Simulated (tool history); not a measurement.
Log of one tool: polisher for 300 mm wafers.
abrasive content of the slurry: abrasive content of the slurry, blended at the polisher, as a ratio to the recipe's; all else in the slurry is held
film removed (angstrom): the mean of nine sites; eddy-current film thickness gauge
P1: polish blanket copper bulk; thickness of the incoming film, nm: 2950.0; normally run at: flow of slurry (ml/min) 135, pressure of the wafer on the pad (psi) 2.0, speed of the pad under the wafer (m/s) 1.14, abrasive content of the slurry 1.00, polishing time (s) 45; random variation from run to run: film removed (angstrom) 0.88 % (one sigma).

| run | hour | flow of slurry (ml/min) | pressure of the wafer on the pad (psi) | speed of the pad under the wafer (m/s) | abrasive content of the slurry | polishing time (s) | wafers polished on this pad | hours since the slurry nozzle was cleaned | hours since the head pressure was calibrated | hours since the slurry blender was calibrated | film removed (angstrom) |
|---|---|---|---|---|---|---|---|---|---|---|---|
| 1 | 7.0 | 135 | 2.0 | 1.14 | 1.00 | 45 | 807 | 225.6 | 170.5 | 226.4 | 3931.3 |
| 2 | 17.6 | 135 | 2.0 | 1.14 | 1.25 | 45 | 917 | 236.2 | 181.1 | 237.0 | 4206.5 |
| 3 | 24.5 | 135 | 1.2 | 1.14 | 1.00 | 28 | 988 | 243.1 | 188.0 | 243.9 | 1513.1 |
|  | 32.5 | head pressure recalibrated |
| 4 | 32.6 | 135 | 2.0 | 1.72 | 1.00 | 45 | 1071 | 251.2 | 0.2 | 252.0 | 6114.5 |
| 5 | 44.3 | 135 | 2.0 | 1.14 | 0.50 | 45 | 1192 | 262.9 | 11.9 | 263.7 | 3398.4 |
| 6 | 55.9 | 135 | 2.0 | 1.14 | 1.00 | 71 | 1312 | 274.5 | 23.5 | 275.3 | 6242.0 |
| 7 | 64.6 | 135 | 2.0 | 0.60 | 1.00 | 45 | 1401 | 283.2 | 32.2 | 284.0 | 2064.6 |
| 8 | 75.0 | 135 | 2.0 | 1.14 | 1.00 | 20 | 1509 | 293.6 | 42.6 | 294.4 | 1774.5 |
| 9 | 86.9 | 135 | 3.2 | 1.14 | 1.00 | 45 | 1631 | 305.5 | 54.5 | 306.3 | 6330.0 |
| 10 | 94.3 | 80 | 2.0 | 1.14 | 1.00 | 45 | 1708 | 312.9 | 61.9 | 313.7 | 3498.8 |
| 11 | 100.8 | 135 | 1.0 | 1.48 | 1.00 | 45 | 1775 | 319.4 | 68.4 | 320.2 | 2540.4 |
| 12 | 113.3 | 135 | 2.0 | 1.14 | 1.00 | 45 | 1904 | 331.9 | 80.9 | 332.7 | 3968.0 |
| 13 | 123.3 | 135 | 2.0 | 1.14 | 1.00 | 45 | 2007 | 341.9 | 90.9 | 342.7 | 3974.9 |
| 14 | 135.1 | 135 | 0.9 | 1.14 | 1.00 | 45 | 2129 | 353.7 | 102.7 | 354.5 | 1806.5 |
| 15 | 146.8 | 200 | 2.0 | 0.84 | 1.00 | 45 | 2249 | 365.4 | 114.4 | 366.2 | 3126.3 |
| 16 | 152.5 | 135 | 2.0 | 1.14 | 1.00 | 45 | 2308 | 371.1 | 120.1 | 371.9 | 3938.2 |
| 17 | 164.1 | 195 | 2.0 | 1.14 | 1.00 | 45 | 2428 | 382.7 | 131.7 | 383.5 | 4242.9 |
| 18 | 176.2 | 135 | 2.0 | 1.14 | 1.00 | 45 | 2553 | 394.8 | 143.8 | 395.6 | 3949.2 |
| 19 | 185.8 | 135 | 2.0 | 1.14 | 1.00 | 45 | 2652 | 404.4 | 153.4 | 405.2 | 3819.3 |
| 20 | 191.8 | 135 | 2.0 | 1.14 | 1.00 | 45 | 2714 | 410.4 | 159.4 | 411.2 | 3821.3 |
| 21 | 200.0 | 135 | 2.0 | 1.14 | 1.00 | 45 | 2798 | 418.6 | 167.6 | 419.4 | 3737.5 |
| 22 | 209.6 | 135 | 2.0 | 1.14 | 1.00 | 45 | 2897 | 428.2 | 177.2 | 429.0 | 3710.2 |
|  | 212.4 | slurry blender recalibrated |
|  | 213.5 | worn pad replaced by a new one |
| 23 | 219.8 | 135 | 2.0 | 1.14 | 1.00 | 45 | 65 | 438.4 | 187.4 | 7.5 | 3688.5 |
| 24 | 229.3 | 135 | 2.0 | 1.14 | 1.00 | 45 | 163 | 447.9 | 196.9 | 17.0 | 3656.5 |

What P1 gives has crept away from where it was. These 2 causes fit the log equally well, each at the size given:
A: slurry flow missing at the pad, % = 28.3
B: head's pressure below its setpoint, % = 7.09
The creep began at about hour 176.2.
Why every other cause is out:
removal rate lost through wear of the pad, %: serviced at hour 213.5, which brought nothing back
abrasive missing from the slurry, %: serviced at hour 212.4, which brought nothing back

4 check runs are offered, each on 3 wafers whose results are averaged, their results left as question marks. Which one tells the causes apart?
| check 1 | 238.8 | 135 | 2.9 | 1.14 | 1.00 | 45 |  |  |  |  | ? |
| check 2 | 238.8 | 135 | 2.0 | 1.42 | 1.00 | 45 |  |  |  |  | ? |
| check 3 | 238.8 | 80 | 2.0 | 1.60 | 1.00 | 45 |  |  |  |  | ? |
| check 4 | 238.8 | 135 | 2.0 | 0.72 | 1.00 | 71 |  |  |  |  | ? |

What each check would give under each cause:
| check | result | if A | if B |
|---|---|---|---|
| check 1 | film removed (angstrom) | 5349.1 | 5349.5 |
| check 2 | film removed (angstrom) | 4595.1 | 4595.5 |
| check 3 | film removed (angstrom) | 4373.6 | 4562.1 |
| check 4 | film removed (angstrom) | 3676.1 | 3676.4 |
How far apart the two closest causes lie, in the result that separates them most: check 1 0.01 %; check 2 0.01 %; check 3 4.22 %; check 4 0.01 %
Only check 3 tells the causes apart: in the others they would give nearly the same result.

Then check 3 was run and gave: film removed (angstrom) 4551.1. Which cause is it?

It is B: head's pressure below its setpoint, %.
